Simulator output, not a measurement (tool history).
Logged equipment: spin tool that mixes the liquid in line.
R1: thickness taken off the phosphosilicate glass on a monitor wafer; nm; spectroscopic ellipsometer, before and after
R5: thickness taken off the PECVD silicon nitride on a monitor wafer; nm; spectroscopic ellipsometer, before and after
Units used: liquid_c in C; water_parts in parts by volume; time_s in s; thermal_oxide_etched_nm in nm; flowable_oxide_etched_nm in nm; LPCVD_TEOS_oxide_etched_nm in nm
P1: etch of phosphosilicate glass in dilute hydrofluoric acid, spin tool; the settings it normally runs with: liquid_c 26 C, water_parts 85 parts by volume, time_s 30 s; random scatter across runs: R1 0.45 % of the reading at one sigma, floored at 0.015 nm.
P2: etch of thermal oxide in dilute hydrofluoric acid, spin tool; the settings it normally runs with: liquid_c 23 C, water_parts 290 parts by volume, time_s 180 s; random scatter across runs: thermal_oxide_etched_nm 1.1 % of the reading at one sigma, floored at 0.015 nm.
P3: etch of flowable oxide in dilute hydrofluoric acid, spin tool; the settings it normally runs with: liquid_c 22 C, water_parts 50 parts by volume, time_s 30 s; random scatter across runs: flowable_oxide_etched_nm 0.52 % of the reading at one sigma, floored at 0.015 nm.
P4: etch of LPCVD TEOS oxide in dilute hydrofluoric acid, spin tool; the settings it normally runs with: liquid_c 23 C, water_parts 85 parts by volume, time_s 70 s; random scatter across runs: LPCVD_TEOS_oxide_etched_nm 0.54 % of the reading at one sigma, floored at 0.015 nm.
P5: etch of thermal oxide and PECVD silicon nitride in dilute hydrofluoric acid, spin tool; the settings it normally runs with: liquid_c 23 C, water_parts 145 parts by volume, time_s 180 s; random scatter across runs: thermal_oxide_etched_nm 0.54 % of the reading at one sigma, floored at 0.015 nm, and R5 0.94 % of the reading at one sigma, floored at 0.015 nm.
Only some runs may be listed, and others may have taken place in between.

{"run": 1, "hour": 5.6, "process": "P1", "liquid_c": 26, "water_parts": 85, "time_s": 30, "R1": 69.499}
{"run": 2, "hour": 10.8, "process": "P2", "liquid_c": 23, "water_parts": 290, "time_s": 95, "thermal_oxide_etched_nm": 1.1766}
{"run": 3, "hour": 17.3, "process": "P2", "liquid_c": 19, "water_parts": 290, "time_s": 180, "thermal_oxide_etched_nm": 1.9142}
{"run": 4, "hour": 22.7, "process": "P3", "liquid_c": 22, "water_parts": 50, "time_s": 30, "flowable_oxide_etched_nm": 19.109}
{"run": 5, "hour": 28.7, "process": "P1", "liquid_c": 26, "water_parts": 35, "time_s": 30, "R1": 182.16}
{"run": 6, "hour": 37.4, "process": "P3", "liquid_c": 22, "water_parts": 50, "time_s": 45, "flowable_oxide_etched_nm": 28.214}
{"run": 7, "hour": 45.4, "process": "P3", "liquid_c": 22, "water_parts": 20, "time_s": 30, "flowable_oxide_etched_nm": 49.361}
{"run": 8, "hour": 50.8, "process": "P1", "liquid_c": 26, "water_parts": 85, "time_s": 15, "R1": 34.858}
{"run": 9, "hour": 59.2, "process": "P1", "liquid_c": 22, "water_parts": 85, "time_s": 30, "R1": 59.986}
{"run": 10, "hour": 67.2, "process": "P2", "liquid_c": 23, "water_parts": 290, "time_s": 180, "thermal_oxide_etched_nm": 2.2235}
{"run": 11, "hour": 71.7, "process": "P1", "liquid_c": 26, "water_parts": 85, "time_s": 30, "R1": 70.339}
{"run": 12, "hour": 78.6, "process": "P1", "liquid_c": 26, "water_parts": 135, "time_s": 30, "R1": 41.453}
{"run": 13, "hour": 83.7, "process": "P4", "liquid_c": 17, "water_parts": 85, "time_s": 70, "LPCVD_TEOS_oxide_etched_nm": 10.878}
{"run": 14, "hour": 91.2, "process": "P1", "liquid_c": 33.5, "water_parts": 85, "time_s": 30, "R1": 92.808}
{"run": 15, "hour": 97.3, "process": "P4", "liquid_c": 23, "water_parts": 85, "time_s": 70, "LPCVD_TEOS_oxide_etched_nm": 14.037}
{"run": 16, "hour": 101.9, "process": "P1", "liquid_c": 26, "water_parts": 85, "time_s": 30, "R1": 69.392}
{"run": 17, "hour": 107.1, "process": "P1", "liquid_c": 26, "water_parts": 85, "time_s": 60, "R1": 139.67}
{"run": 18, "hour": 113.4, "process": "P1", "liquid_c": 30, "water_parts": 25, "time_s": 30, "R1": 303.65}
{"run": 19, "hour": 122.2, "process": "P5", "liquid_c": 23, "water_parts": 145, "time_s": 275, "thermal_oxide_etched_nm": 7.6396, "R5": 3.8009}
{"run": 20, "hour": 129.1, "process": "P1", "liquid_c": 26, "water_parts": 85, "time_s": 30, "R1": 69.544}
{"run": 21, "hour": 133.7, "process": "P1", "liquid_c": 26, "water_parts": 85, "time_s": 30, "R1": 69.829}
{"run": 22, "hour": 139.6, "process": "P4", "liquid_c": 23, "water_parts": 50, "time_s": 70, "LPCVD_TEOS_oxide_etched_nm": 25.051}
{"run": 23, "hour": 147.0, "process": "P3", "liquid_c": 30, "water_parts": 50, "time_s": 30, "flowable_oxide_etched_nm": 26.225}
{"run": 24, "hour": 153.4, "process": "P4", "liquid_c": 23, "water_parts": 85, "time_s": 15, "LPCVD_TEOS_oxide_etched_nm": 3.0189}
{"run": 25, "hour": 161.2, "process": "P1", "liquid_c": 26, "water_parts": 115, "time_s": 15, "R1": 24.772}
{"run": 26, "hour": 169.2, "process": "P2", "liquid_c": 23, "water_parts": 50, "time_s": 180, "thermal_oxide_etched_nm": 16.699}
{"run": 27, "hour": 173.2, "process": "P1", "liquid_c": 29, "water_parts": 45, "time_s": 30, "R1": 156.53}
{"run": 28, "hour": 181.9, "process": "P5", "liquid_c": 23, "water_parts": 35, "time_s": 180, "thermal_oxide_etched_nm": 23.583, "R5": 10.219}
{"hour": 184.5, "done": "hydrofluoric acid flow meter replaced"}
{"run": 29, "hour": 188.9, "process": "P5", "liquid_c": 31, "water_parts": 145, "time_s": 180, "thermal_oxide_etched_nm": 6.7718, "R5": 4.1566}

Predict the results of run 30:
{"run": 30, "hour": 195.2, "process": "P2", "liquid_c": 23, "water_parts": 290, "time_s": 180, "thermal_oxide_etched_nm": "?"}

{"run 30": {"thermal_oxide_etched_nm": 2.2444}}
